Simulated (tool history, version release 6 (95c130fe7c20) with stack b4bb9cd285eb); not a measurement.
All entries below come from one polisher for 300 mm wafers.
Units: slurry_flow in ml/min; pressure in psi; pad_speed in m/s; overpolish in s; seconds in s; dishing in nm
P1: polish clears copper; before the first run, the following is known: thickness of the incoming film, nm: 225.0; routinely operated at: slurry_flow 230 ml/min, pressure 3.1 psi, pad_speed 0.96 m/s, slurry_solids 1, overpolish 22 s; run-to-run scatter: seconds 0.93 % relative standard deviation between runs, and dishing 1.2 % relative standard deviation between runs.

{"run": 1, "hour": 8.3, "slurry_flow": 230, "pressure": 3.1, "pad_speed": 0.96, "slurry_solids": 1, "overpolish": 22, "seconds": 66.608, "dishing": 42.92}
{"run": 2, "hour": 21.9, "slurry_flow": 230, "pressure": 3.1, "pad_speed": 1.22, "slurry_solids": 1, "overpolish": 22, "seconds": 53, "dishing": 47.66}
{"run": 3, "hour": 32.0, "slurry_flow": 230, "pressure": 3.1, "pad_speed": 0.96, "slurry_solids": 0.65, "overpolish": 22, "seconds": 72.111, "dishing": 40.137}
{"run": 4, "hour": 40.4, "slurry_flow": 230, "pressure": 3.1, "pad_speed": 0.96, "slurry_solids": 1, "overpolish": 7, "seconds": 66.932, "dishing": 17.369}
{"run": 5, "hour": 47.0, "slurry_flow": 230, "pressure": 3.1, "pad_speed": 0.58, "slurry_solids": 1, "overpolish": 22, "seconds": 109.67, "dishing": 29.519}
{"run": 6, "hour": 53.9, "slurry_flow": 230, "pressure": 3.1, "pad_speed": 0.96, "slurry_solids": 1, "overpolish": 22, "seconds": 67.516, "dishing": 41.574}
{"hour": 54.4, "done": "slurry nozzle cleaned"}
{"run": 7, "hour": 63.0, "slurry_flow": 230, "pressure": 3.1, "pad_speed": 0.96, "slurry_solids": 1, "overpolish": 22, "seconds": 66.455, "dishing": 42.193}
{"run": 8, "hour": 72.1, "slurry_flow": 230, "pressure": 2.3, "pad_speed": 0.96, "slurry_solids": 1, "overpolish": 22, "seconds": 89.775, "dishing": 33.216}
{"run": 9, "hour": 82.9, "slurry_flow": 230, "pressure": 3.1, "pad_speed": 0.96, "slurry_solids": 1, "overpolish": 39, "seconds": 66.861, "dishing": 57.731}
{"run": 10, "hour": 90.2, "slurry_flow": 295, "pressure": 3.1, "pad_speed": 0.96, "slurry_solids": 1, "overpolish": 22, "seconds": 64.121, "dishing": 42.928}
{"run": 11, "hour": 100.2, "slurry_flow": 230, "pressure": 3.1, "pad_speed": 0.96, "slurry_solids": 1.4, "overpolish": 22, "seconds": 62.906, "dishing": 43.293}
{"run": 12, "hour": 107.5, "slurry_flow": 230, "pressure": 3.1, "pad_speed": 0.96, "slurry_solids": 1, "overpolish": 22, "seconds": 68.016, "dishing": 42.329}
{"run": 13, "hour": 116.9, "slurry_flow": 230, "pressure": 3.8, "pad_speed": 0.96, "slurry_solids": 1, "overpolish": 31, "seconds": 54.872, "dishing": 58.686}
{"run": 14, "hour": 131.2, "slurry_flow": 230, "pressure": 3.1, "pad_speed": 1.42, "slurry_solids": 1, "overpolish": 35, "seconds": 45.591, "dishing": 63.706}
{"run": 15, "hour": 138.7, "slurry_flow": 230, "pressure": 4.9, "pad_speed": 0.96, "slurry_solids": 1, "overpolish": 22, "seconds": 42.28, "dishing": 56.801}
{"run": 16, "hour": 149.6, "slurry_flow": 230, "pressure": 3.1, "pad_speed": 0.96, "slurry_solids": 1, "overpolish": 22, "seconds": 66.471, "dishing": 41.594}
{"run": 17, "hour": 157.2, "slurry_flow": 140, "pressure": 3.1, "pad_speed": 0.96, "slurry_solids": 1, "overpolish": 22, "seconds": 72.411, "dishing": 39.935}
{"run": 18, "hour": 167.7, "slurry_flow": 230, "pressure": 3.1, "pad_speed": 0.96, "slurry_solids": 1, "overpolish": 22, "seconds": 66.848, "dishing": 41.903}
{"run": 19, "hour": 174.7, "slurry_flow": 230, "pressure": 3.1, "pad_speed": 0.96, "slurry_solids": 1, "overpolish": 22, "seconds": 67.522, "dishing": 41.682}
{"run": 20, "hour": 188.8, "slurry_flow": 230, "pressure": 3.1, "pad_speed": 0.96, "slurry_solids": 1, "overpolish": 22, "seconds": 68.334, "dishing": 40.776}
{"run": 21, "hour": 196.6, "slurry_flow": 230, "pressure": 3.1, "pad_speed": 0.96, "slurry_solids": 1, "overpolish": 22, "seconds": 68.482, "dishing": 41.046}
{"run": 22, "hour": 205.9, "slurry_flow": 230, "pressure": 3.1, "pad_speed": 0.96, "slurry_solids": 1, "overpolish": 22, "seconds": 70.497, "dishing": 41.191}
{"hour": 213.0, "done": "head pressure recalibrated"}
{"run": 23, "hour": 214.5, "slurry_flow": 230, "pressure": 3.1, "pad_speed": 0.96, "slurry_solids": 1, "overpolish": 22, "seconds": 70.877, "dishing": 40.613}
{"run": 24, "hour": 228.0, "slurry_flow": 230, "pressure": 3.1, "pad_speed": 0.96, "slurry_solids": 1, "overpolish": 22, "seconds": 71.034, "dishing": 40.3}
{"hour": 233.5, "done": "worn pad replaced by a new one"}
{"run": 25, "hour": 242.1, "slurry_flow": 230, "pressure": 3.1, "pad_speed": 0.96, "slurry_solids": 1, "overpolish": 22, "seconds": 70.698, "dishing": 40.81}
{"run": 26, "hour": 256.2, "slurry_flow": 230, "pressure": 3.1, "pad_speed": 0.96, "slurry_solids": 1, "overpolish": 22, "seconds": 71.177, "dishing": 40.904}
{"run": 27, "hour": 262.5, "slurry_flow": 230, "pressure": 3.1, "pad_speed": 0.96, "slurry_solids": 1, "overpolish": 22, "seconds": 70.622, "dishing": 40.147}

What P1 gives has crept off from where it sat before. The 2 causes that follow fit the log equally well, each at the size noted:
A: slurry flow missing at the pad, % = 33.5
B: abrasive missing from the slurry, % = 23.9
Creep in the process output first set in at about hour 167.7.
Each remaining cause and why it is not a fit:
removal rate lost through wear of the pad, %: serviced after onset, at hour 233.5, with no recovery of the prior output
head's pressure below its setpoint, %: serviced after onset, at hour 213, with no recovery of the prior output

The list below offers 4 check runs, each averaging the results of 5 wafers, and shows each result as a question mark. For which of them would the listed causes give clearly different results?
{"run": "check 1", "hour": 268.8, "slurry_flow": 230, "pressure": 3.1, "pad_speed": 0.96, "slurry_solids": 0.65, "overpolish": 7, "seconds": "?", "dishing": "?"}
{"run": "check 2", "hour": 268.8, "slurry_flow": 140, "pressure": 3.1, "pad_speed": 0.96, "slurry_solids": 1, "overpolish": 7, "seconds": "?", "dishing": "?"}
{"run": "check 3", "hour": 268.8, "slurry_flow": 230, "pressure": 4.8, "pad_speed": 0.96, "slurry_solids": 1.25, "overpolish": 22, "seconds": "?", "dishing": "?"}
{"run": "check 4", "hour": 268.8, "slurry_flow": 230, "pressure": 4.4, "pad_speed": 0.96, "slurry_solids": 1.4, "overpolish": 22, "seconds": "?", "dishing": "?"}

If the cause were each of the candidates in turn, the checks would give the following:
check=check_1 result=seconds if_A=77.635 if_B=77.391
check=check_1 result=dishing if_A=15.052 if_B=15.094
check=check_2 result=seconds if_A=78.936 if_B=76.35
check=check_2 result=dishing if_A=14.83 if_B=15.278
check=check_3 result=seconds if_A=43.661 if_B=43.726
check=check_3 result=dishing if_A=55.891 if_B=55.846
check=check_4 result=seconds if_A=46.45 if_B=46.556
check=check_4 result=dishing if_A=53.695 if_B=53.627
Gap, in per cent, between the two causes that each check separates least, read from the result that separates them most: check 1 0.31 %; check 2 3.33 %; check 3 0.15 %; check 4 0.23 %
Check 2 distinguishes between the causes, while the remaining checks would return nearly the same result for all of them.

Running check 2 produced the following: seconds 78.839 s; dishing 14.922 nm. Which one of the listed causes fits?

It is A: slurry flow missing at the pad, %.
